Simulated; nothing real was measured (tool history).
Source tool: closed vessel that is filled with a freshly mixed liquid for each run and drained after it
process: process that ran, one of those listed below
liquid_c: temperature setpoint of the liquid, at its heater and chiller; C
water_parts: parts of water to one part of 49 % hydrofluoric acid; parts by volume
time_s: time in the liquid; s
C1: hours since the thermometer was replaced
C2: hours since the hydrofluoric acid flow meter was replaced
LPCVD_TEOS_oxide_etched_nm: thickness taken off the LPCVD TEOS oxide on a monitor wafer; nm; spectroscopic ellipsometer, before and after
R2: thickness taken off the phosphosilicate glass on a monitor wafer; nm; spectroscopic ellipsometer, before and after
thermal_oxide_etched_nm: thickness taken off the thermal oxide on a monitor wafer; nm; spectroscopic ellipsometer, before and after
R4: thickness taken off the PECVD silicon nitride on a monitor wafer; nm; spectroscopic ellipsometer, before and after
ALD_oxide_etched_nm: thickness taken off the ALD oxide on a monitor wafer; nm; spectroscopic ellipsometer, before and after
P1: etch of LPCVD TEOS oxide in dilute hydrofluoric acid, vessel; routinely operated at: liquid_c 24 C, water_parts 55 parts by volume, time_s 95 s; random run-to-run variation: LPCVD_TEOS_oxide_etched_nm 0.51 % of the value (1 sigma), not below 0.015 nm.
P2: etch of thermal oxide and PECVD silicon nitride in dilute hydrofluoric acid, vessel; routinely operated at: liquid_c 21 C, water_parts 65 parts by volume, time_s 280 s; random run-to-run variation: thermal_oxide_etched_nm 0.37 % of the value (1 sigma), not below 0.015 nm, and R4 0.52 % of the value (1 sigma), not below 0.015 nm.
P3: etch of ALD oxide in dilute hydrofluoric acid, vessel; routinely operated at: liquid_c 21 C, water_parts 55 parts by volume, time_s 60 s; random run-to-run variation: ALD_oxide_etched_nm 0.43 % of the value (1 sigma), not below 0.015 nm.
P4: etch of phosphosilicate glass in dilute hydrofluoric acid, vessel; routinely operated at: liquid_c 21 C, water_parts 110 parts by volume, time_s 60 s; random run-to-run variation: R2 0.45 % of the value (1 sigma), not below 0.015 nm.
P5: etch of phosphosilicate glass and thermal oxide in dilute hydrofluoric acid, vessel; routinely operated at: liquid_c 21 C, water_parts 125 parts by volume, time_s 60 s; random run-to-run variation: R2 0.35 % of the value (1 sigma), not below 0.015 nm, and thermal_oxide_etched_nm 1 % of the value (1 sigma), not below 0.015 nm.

Run 1, hour 10.6: process P1, liquid_c 24 C, water_parts 55 parts by volume, time_s 95 s; C1 716.5; C2 517.8. Result: LPCVD_TEOS_oxide_etched_nm 51.276 nm.
Run 2, hour 17: process P1, liquid_c 18 C, water_parts 55 parts by volume, time_s 30 s; C1 722.9; C2 524.2. Result: LPCVD_TEOS_oxide_etched_nm 12.329 nm.
Run 3, hour 25.9: process P1, liquid_c 24 C, water_parts 35 parts by volume, time_s 95 s; C1 731.8; C2 533.1. Result: LPCVD_TEOS_oxide_etched_nm 82.355 nm.
Run 4, hour 33.4: process P4, liquid_c 21 C, water_parts 150 parts by volume, time_s 60 s; C1 739.3; C2 540.6. Result: R2 54.1 nm.
Run 5, hour 42.8: process P1, liquid_c 17 C, water_parts 55 parts by volume, time_s 95 s; C1 748.7; C2 550. Result: LPCVD_TEOS_oxide_etched_nm 37.938 nm.
Run 6, hour 50.7: process P4, liquid_c 21 C, water_parts 110 parts by volume, time_s 100 s; C1 756.6; C2 557.9. Result: R2 129.27 nm.
Run 7, hour 65.4: process P2, liquid_c 21 C, water_parts 20 parts by volume, time_s 280 s; C1 771.3; C2 572.6. Result: thermal_oxide_etched_nm 64.78 nm, R4 63.828 nm.
Run 8, hour 74.7: process P1, liquid_c 24 C, water_parts 55 parts by volume, time_s 30 s; C1 780.6; C2 581.9. Result: LPCVD_TEOS_oxide_etched_nm 15.887 nm.
Run 9, hour 88.5: process P1, liquid_c 24 C, water_parts 55 parts by volume, time_s 95 s; C1 794.4; C2 595.7. Result: LPCVD_TEOS_oxide_etched_nm 51.058 nm.
Run 10, hour 99.4: process P5, liquid_c 21 C, water_parts 125 parts by volume, time_s 90 s; C1 805.3; C2 606.6. Result: R2 121.63 nm, thermal_oxide_etched_nm 2.8924 nm.
Run 11, hour 107.3: process P1, liquid_c 24 C, water_parts 55 parts by volume, time_s 95 s; C1 813.2; C2 614.5. Result: LPCVD_TEOS_oxide_etched_nm 50.591 nm.
Run 12, hour 120.8: process P1, liquid_c 24 C, water_parts 95 parts by volume, time_s 95 s; C1 826.7; C2 628. Result: LPCVD_TEOS_oxide_etched_nm 27.771 nm.
Run 13, hour 134.8: process P1, liquid_c 29 C, water_parts 55 parts by volume, time_s 95 s; C1 840.7; C2 642. Result: LPCVD_TEOS_oxide_etched_nm 61.594 nm.
Run 14, hour 141.2: process P2, liquid_c 21 C, water_parts 65 parts by volume, time_s 280 s; C1 847.1; C2 648.4. Result: thermal_oxide_etched_nm 18.864 nm, R4 20.35 nm.
Run 15, hour 150.4: process P4, liquid_c 21 C, water_parts 110 parts by volume, time_s 60 s; C1 856.3; C2 657.6. Result: R2 76.104 nm.
Run 16, hour 162.9: process P3, liquid_c 21 C, water_parts 55 parts by volume, time_s 60 s; C1 868.8; C2 670.1. Result: ALD_oxide_etched_nm 16.611 nm.
Run 17, hour 176.6: process P5, liquid_c 17 C, water_parts 125 parts by volume, time_s 60 s; C1 882.5; C2 683.8. Result: R2 69.526 nm, thermal_oxide_etched_nm 1.6019 nm.
Run 18, hour 184.3: process P4, liquid_c 26 C, water_parts 110 parts by volume, time_s 60 s; C1 890.2; C2 691.5. Result: R2 93.299 nm.
Run 19, hour 197.3: process P2, liquid_c 29 C, water_parts 65 parts by volume, time_s 280 s; C1 903.2; C2 704.5. Result: thermal_oxide_etched_nm 26.06 nm, R4 34.405 nm.
Run 20, hour 210.3: process P1, liquid_c 17.5 C, water_parts 55 parts by volume, time_s 30 s; C1 916.2; C2 717.5. Result: LPCVD_TEOS_oxide_etched_nm 12.182 nm.
Run 21, hour 218.8: process P4, liquid_c 21 C, water_parts 110 parts by volume, time_s 60 s; C1 924.7; C2 726. Result: R2 76.684 nm.
Run 22, hour 230.6: process P3, liquid_c 21 C, water_parts 55 parts by volume, time_s 30 s; C1 936.5; C2 737.8. Result: ALD_oxide_etched_nm 8.2298 nm.
Run 23, hour 244.5: process P1, liquid_c 24 C, water_parts 55 parts by volume, time_s 95 s; C1 950.4; C2 751.7. Result: LPCVD_TEOS_oxide_etched_nm 50.893 nm.
Run 24, hour 252.6: process P1, liquid_c 24 C, water_parts 55 parts by volume, time_s 160 s; C1 958.5; C2 759.8. Result: LPCVD_TEOS_oxide_etched_nm 85.557 nm.
Run 25, hour 260.5: process P2, liquid_c 21 C, water_parts 65 parts by volume, time_s 280 s; C1 966.4; C2 767.7. Result: thermal_oxide_etched_nm 18.863 nm, R4 20.253 nm.
Run 26, hour 270.4: process P1, liquid_c 24 C, water_parts 55 parts by volume, time_s 95 s; C1 976.3; C2 777.6. Result: LPCVD_TEOS_oxide_etched_nm 50.899 nm.
Run 27, hour 278.1: process P5, liquid_c 21 C, water_parts 125 parts by volume, time_s 60 s; C1 984; C2 785.3. Result: R2 81.322 nm, thermal_oxide_etched_nm 1.8941 nm.
Run 28, hour 290.7: process P1, liquid_c 24 C, water_parts 20 parts by volume, time_s 170 s; C1 996.6; C2 797.9. Result: LPCVD_TEOS_oxide_etched_nm 263.22 nm.
Run 29, hour 298: process P3, liquid_c 21 C, water_parts 105 parts by volume, time_s 60 s; C1 1003.9; C2 805.2. Result: ALD_oxide_etched_nm 8.1941 nm.
Run 30, hour 305.9: process P5, liquid_c 21 C, water_parts 125 parts by volume, time_s 60 s; C1 1011.8; C2 813.1. Result: R2 80.826 nm, thermal_oxide_etched_nm 1.9091 nm.
Run 31, hour 318.6: process P3, liquid_c 27 C, water_parts 55 parts by volume, time_s 60 s; C1 1024.5; C2 825.8. Result: ALD_oxide_etched_nm 21.138 nm.
Run 32, hour 331.4: process P1, liquid_c 24 C, water_parts 55 parts by volume, time_s 95 s; C1 1037.3; C2 838.6. Result: LPCVD_TEOS_oxide_etched_nm 50.891 nm.
Run 33, hour 345.3: process P3, liquid_c 21 C, water_parts 55 parts by volume, time_s 60 s; C1 1051.2; C2 852.5. Result: ALD_oxide_etched_nm 16.647 nm.

For run 34, what comes out?
Run 34, hour 354.7: process P2, liquid_c 21 C, water_parts 65 parts by volume, time_s 30 s; C1 1060.6; C2 861.9. Result: thermal_oxide_etched_nm ?, R4 ?.

Run 34 yielded thermal_oxide_etched_nm 2.0039 nm, R4 2.1907 nm.

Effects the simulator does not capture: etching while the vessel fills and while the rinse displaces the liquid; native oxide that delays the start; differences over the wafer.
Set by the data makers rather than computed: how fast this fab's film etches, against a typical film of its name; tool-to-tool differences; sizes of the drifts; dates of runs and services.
